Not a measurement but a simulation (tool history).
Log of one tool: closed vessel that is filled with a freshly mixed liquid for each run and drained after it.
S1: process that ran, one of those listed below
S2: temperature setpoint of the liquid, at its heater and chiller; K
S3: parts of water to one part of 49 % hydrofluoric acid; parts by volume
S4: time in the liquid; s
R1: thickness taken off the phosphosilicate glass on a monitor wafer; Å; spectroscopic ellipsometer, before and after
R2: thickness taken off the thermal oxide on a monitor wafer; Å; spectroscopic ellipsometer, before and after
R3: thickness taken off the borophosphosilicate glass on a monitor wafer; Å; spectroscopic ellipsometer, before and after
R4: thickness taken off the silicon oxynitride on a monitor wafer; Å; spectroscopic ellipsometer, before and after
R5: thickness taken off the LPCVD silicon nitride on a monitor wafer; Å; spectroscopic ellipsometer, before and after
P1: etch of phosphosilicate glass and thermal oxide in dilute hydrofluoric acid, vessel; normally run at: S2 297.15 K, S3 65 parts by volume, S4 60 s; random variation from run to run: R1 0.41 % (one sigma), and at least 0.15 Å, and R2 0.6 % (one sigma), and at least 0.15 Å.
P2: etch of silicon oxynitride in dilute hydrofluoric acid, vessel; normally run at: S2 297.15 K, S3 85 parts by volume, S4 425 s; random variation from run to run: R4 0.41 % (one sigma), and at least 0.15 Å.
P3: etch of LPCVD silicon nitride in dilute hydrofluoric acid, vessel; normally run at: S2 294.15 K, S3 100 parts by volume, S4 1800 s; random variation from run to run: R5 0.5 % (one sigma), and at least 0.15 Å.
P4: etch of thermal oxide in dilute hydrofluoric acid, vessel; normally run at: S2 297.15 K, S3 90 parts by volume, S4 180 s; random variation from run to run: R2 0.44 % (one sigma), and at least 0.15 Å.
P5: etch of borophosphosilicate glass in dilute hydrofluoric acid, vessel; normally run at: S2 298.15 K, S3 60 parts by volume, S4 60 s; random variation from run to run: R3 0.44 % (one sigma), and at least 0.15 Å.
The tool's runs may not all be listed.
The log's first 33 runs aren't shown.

{"run": 34, "hour": 397.3, "S1": "P1", "S2": 297.15, "S3": 65, "S4": 60, "R1": 1383.5, "R2": 40.758}
{"run": 35, "hour": 409.8, "S1": "P1", "S2": 297.15, "S3": 65, "S4": 60, "R1": 1364.0, "R2": 40.357}
{"run": 36, "hour": 422.0, "S1": "P1", "S2": 297.15, "S3": 65, "S4": 60, "R1": 1344.2, "R2": 40.235}
{"run": 37, "hour": 432.4, "S1": "P1", "S2": 297.15, "S3": 65, "S4": 60, "R1": 1344.7, "R2": 39.811}
{"run": 38, "hour": 444.7, "S1": "P1", "S2": 297.15, "S3": 65, "S4": 60, "R1": 1323.8, "R2": 39.275}
{"run": 39, "hour": 456.9, "S1": "P1", "S2": 297.15, "S3": 65, "S4": 60, "R1": 1324.0, "R2": 39.647}
{"run": 40, "hour": 468.1, "S1": "P1", "S2": 297.15, "S3": 65, "S4": 60, "R1": 1323.5, "R2": 38.744}
{"run": 41, "hour": 479.4, "S1": "P1", "S2": 297.15, "S3": 65, "S4": 60, "R1": 1320.8, "R2": 39.198}
{"run": 42, "hour": 495.5, "S1": "P1", "S2": 297.15, "S3": 65, "S4": 60, "R1": 1322.2, "R2": 39.179}

The next listed run, before its measurement:
{"run": 43, "hour": 503.0, "S1": "P1", "S2": 297.15, "S3": 65, "S4": 60, "R1": "?", "R2": "?"}

Run 43 gave R1 1325.90 Å, R2 39.022 Å.

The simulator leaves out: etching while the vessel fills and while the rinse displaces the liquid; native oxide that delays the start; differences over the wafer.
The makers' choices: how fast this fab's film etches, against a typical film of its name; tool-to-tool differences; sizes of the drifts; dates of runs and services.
